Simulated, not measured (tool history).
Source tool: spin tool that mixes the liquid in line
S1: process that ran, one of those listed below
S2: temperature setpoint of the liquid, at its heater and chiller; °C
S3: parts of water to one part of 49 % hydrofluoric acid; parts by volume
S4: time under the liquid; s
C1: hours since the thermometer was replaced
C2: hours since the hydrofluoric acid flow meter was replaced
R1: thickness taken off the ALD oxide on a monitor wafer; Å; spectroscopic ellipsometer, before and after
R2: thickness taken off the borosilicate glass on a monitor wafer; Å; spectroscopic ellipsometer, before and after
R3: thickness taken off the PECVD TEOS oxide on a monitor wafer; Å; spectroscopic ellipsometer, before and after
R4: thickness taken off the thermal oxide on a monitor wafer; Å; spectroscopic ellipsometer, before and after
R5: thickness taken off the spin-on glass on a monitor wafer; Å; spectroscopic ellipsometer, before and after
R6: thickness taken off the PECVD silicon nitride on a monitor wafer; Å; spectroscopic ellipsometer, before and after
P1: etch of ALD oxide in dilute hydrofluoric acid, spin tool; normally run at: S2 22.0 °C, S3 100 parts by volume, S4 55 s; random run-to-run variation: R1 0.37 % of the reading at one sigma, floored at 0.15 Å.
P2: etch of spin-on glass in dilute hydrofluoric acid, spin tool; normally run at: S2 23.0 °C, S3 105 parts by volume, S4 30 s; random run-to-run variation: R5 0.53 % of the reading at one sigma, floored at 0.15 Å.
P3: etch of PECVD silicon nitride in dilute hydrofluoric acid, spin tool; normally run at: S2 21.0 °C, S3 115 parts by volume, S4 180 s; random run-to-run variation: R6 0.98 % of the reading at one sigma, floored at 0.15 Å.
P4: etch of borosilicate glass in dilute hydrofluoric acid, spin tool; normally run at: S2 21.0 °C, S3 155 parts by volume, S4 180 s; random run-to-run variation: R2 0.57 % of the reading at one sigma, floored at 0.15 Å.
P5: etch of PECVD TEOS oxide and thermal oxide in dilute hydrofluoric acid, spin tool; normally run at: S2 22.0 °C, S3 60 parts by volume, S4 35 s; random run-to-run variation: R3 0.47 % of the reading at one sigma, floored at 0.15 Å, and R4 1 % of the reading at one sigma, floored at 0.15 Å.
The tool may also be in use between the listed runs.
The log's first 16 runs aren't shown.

run 17 hour=231.0 | S1=P3 S2=21.0 S3=115 S4=180 | C1=1048.0 C2=481.1 | R6=21.8040
run 18 hour=245.3 | S1=P1 S2=22.0 S3=100 S4=55 | C1=1062.3 C2=495.4 | R1=132.650
run 19 hour=255.5 | S1=P4 S2=21.0 S3=155 S4=180 | C1=1072.5 C2=505.6 | R2=341.17
run 20 hour=264.7 | S1=P3 S2=17.0 S3=115 S4=180 | C1=1081.7 C2=514.8 | R6=16.6030
run 21 hour=276.3 | S1=P4 S2=21.0 S3=155 S4=345 | C1=1093.3 C2=526.4 | R2=657.53
run 22 hour=290.3 | S1=P1 S2=29.5 S3=100 S4=100 | C1=1107.3 C2=540.4 | R1=325.060
run 23 hour=298.3 | S1=P2 S2=23.0 S3=55 S4=30 | C1=1115.3 C2=548.4 | R5=174.280
run 24 hour=315.2 | S1=P1 S2=22.0 S3=100 S4=85 | C1=1132.2 C2=565.3 | R1=207.060
run 25 hour=325.3 | S1=P5 S2=22.0 S3=20 S4=35 | C1=1142.3 C2=575.4 | R3=363.810 R4=84.378
run 26 hour=342.7 | S1=P2 S2=23.0 S3=105 S4=30 | C1=1159.7 C2=592.8 | R5=84.829
run 27 hour=359.4 | S1=P2 S2=17.0 S3=105 S4=30 | C1=1176.4 C2=609.5 | R5=65.743
run 28 hour=370.8 | S1=P3 S2=21.0 S3=115 S4=65 | C1=1187.8 C2=620.9 | R6=7.7782
run 29 hour=388.5 | S1=P1 S2=25.5 S3=145 S4=55 | C1=1205.5 C2=638.6 | R1=100.450
run 30 hour=396.3 | S1=P1 S2=22.0 S3=55 S4=55 | C1=1213.3 C2=646.4 | R1=255.530

What will run 31 give?
run 31 hour=410.2 | S1=P1 S2=30.0 S3=100 S4=55 | C1=1227.2 C2=660.3 | R1=?

R1: 181.680 Å
